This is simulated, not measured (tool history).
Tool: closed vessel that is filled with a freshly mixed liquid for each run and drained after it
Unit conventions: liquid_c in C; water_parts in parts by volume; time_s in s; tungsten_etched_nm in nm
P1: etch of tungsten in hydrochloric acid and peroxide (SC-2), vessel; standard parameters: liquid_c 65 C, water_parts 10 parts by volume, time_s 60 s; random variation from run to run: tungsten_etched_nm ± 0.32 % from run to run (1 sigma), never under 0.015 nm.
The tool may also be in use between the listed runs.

run	hour	liquid_c	water_parts	time_s	hours since the thermometer was replaced	hours since the chemicals flow meter was replaced	hours since the drum of peroxide was connected	tungsten_etched_nm
1	4.5	65	10	60	1482.9	306.3	189.1	46.033
2	8.2	65	10	105	1486.6	310	192.8	81.024
3	13.2	65	10	60	1491.6	315	197.8	46.228
4	17.6	65	10	60	1496	319.4	202.2	46.123
5	24.3	65	10	60	1502.7	326.1	208.9	46.343
6	31.6	72	10	60	1510	333.4	216.2	70.172
7	39.2	72	5.5	60	1517.6	341	223.8	112.84
8	44.8	65	4	60	1523.2	346.6	229.4	92.299
9	51.9	65	10	30	1530.3	353.7	236.5	23.171
10	59	53.5	4	60	1537.4	360.8	243.6	44.763
11	62.6	65	18	60	1541	364.4	247.2	27.726
# hour 64.8: thermometer replaced
12	68.6	65	10	60	3.8	370.4	253.2	46.232
13	76	49.5	10	60	11.2	377.8	260.6	17.199
14	83.3	72	10	30	18.5	385.1	267.9	35.08
15	89.2	65	10	60	24.4	391	273.8	46.39
16	97	65	10	60	32.2	398.8	281.6	48.444
17	100.7	65	10	60	35.9	402.5	285.3	49.4
18	105.2	65	10	60	40.4	407	289.8	49.646
19	108.8	65	10	60	44	410.6	293.4	50.055
20	114.4	65	10	60	49.6	416.2	299	50.131
21	121.7	65	10	60	56.9	423.5	306.3	50.534
22	125.4	65	10	60	60.6	427.2	310	50.415

What P1 gives has crept off from where it sat before. The 2 causes that follow fit the log equally well, each at the size noted:
A: chemicals flow above the setpoint (%) = 11.5
B: liquid hotter than its thermometer reads (K) = 1.48
The onset of the drift is placed at about hour 89.2.
The rest of the possible causes, and what rules out each one:
peroxide weaker than its label (%): at its largest 8, which would move tungsten_etched_nm by -7.4 %, too little to match the creep or of the wrong sign

Listed below are the offered check runs, one wafer per run, with question marks in place of results. For which of them would the causes give clearly different outcomes?
check 1	129.1	54	10	30				?
check 2	129.1	50.5	17.5	60				?
check 3	129.1	51.5	4	60				?
check 4	129.1	65	17	30				?

Check results expected under each cause:
check	result	if A	if B
check 1	tungsten_etched_nm	12.638	12.714
check 2	tungsten_etched_nm	12.447	12.457
check 3	tungsten_etched_nm	42.122	43.232
check 4	tungsten_etched_nm	16.062	15.949
Smallest distance between any two causes, each pair judged by its most separating result, in per cent: check 1 0.6 %; check 2 0.08 %; check 3 2.6 %; check 4 0.71 %
Check 3 is the one run that separates the causes; every other check would come out nearly the same whichever cause is at work.

After running check 3, the following was obtained: tungsten_etched_nm 43.185 nm. Which cause does this point to?

The correct cause is B, namely: liquid hotter than its thermometer reads (K).
